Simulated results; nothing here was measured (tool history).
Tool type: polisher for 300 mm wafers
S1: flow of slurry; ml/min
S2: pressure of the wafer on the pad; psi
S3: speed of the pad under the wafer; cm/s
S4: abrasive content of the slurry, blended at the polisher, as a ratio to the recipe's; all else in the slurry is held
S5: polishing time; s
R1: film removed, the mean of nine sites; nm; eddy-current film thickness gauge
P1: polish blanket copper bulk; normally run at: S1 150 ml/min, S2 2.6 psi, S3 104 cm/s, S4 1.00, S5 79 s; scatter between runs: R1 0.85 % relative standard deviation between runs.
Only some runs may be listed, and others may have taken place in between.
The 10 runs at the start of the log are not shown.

run 11 hour=94.7 | S1=150 S2=2.6 S3=104 S4=1.00 S5=108 | R1=828.72
run 12 hour=101.9 | S1=150 S2=2.6 S3=104 S4=1.45 S5=79 | R1=654.14
run 13 hour=107.7 | S1=150 S2=2.6 S3=104 S4=1.00 S5=79 | R1=611.15
run 14 hour=118.2 | S1=200 S2=2.6 S3=104 S4=1.00 S5=113 | R1=898.88
run 15 hour=126.7 | S1=150 S2=2.6 S3=104 S4=1.00 S5=58 | R1=447.66
run 16 hour=132.3 | S1=150 S2=2.6 S3=104 S4=1.00 S5=79 | R1=608.62
run 17 hour=139.7 | S1=150 S2=1.9 S3=104 S4=1.00 S5=79 | R1=441.48
-- hour=141.1 slurry blender recalibrated
run 18 hour=147.2 | S1=150 S2=2.6 S3=50 S4=1.00 S5=79 | R1=292.16
run 19 hour=154.8 | S1=150 S2=2.6 S3=142 S4=1.25 S5=79 | R1=870.16
run 20 hour=161.3 | S1=150 S2=2.6 S3=104 S4=1.00 S5=79 | R1=603.32
run 21 hour=169.3 | S1=150 S2=2.6 S3=104 S4=1.00 S5=79 | R1=582.06
run 22 hour=179.4 | S1=150 S2=2.6 S3=104 S4=1.00 S5=79 | R1=565.34
run 23 hour=187.5 | S1=150 S2=2.6 S3=104 S4=1.00 S5=79 | R1=560.24
run 24 hour=193.7 | S1=150 S2=2.6 S3=104 S4=1.00 S5=79 | R1=561.53
-- hour=195.3 slurry blender recalibrated
run 25 hour=200.4 | S1=150 S2=2.6 S3=104 S4=1.00 S5=79 | R1=554.67

Run 26 has not been measured yet. What should we expect?
-- hour=208.3 head pressure recalibrated
run 26 hour=209.7 | S1=150 S2=2.6 S3=104 S4=1.00 S5=79 | R1=?

{"run 26": {"R1": 550.82}}
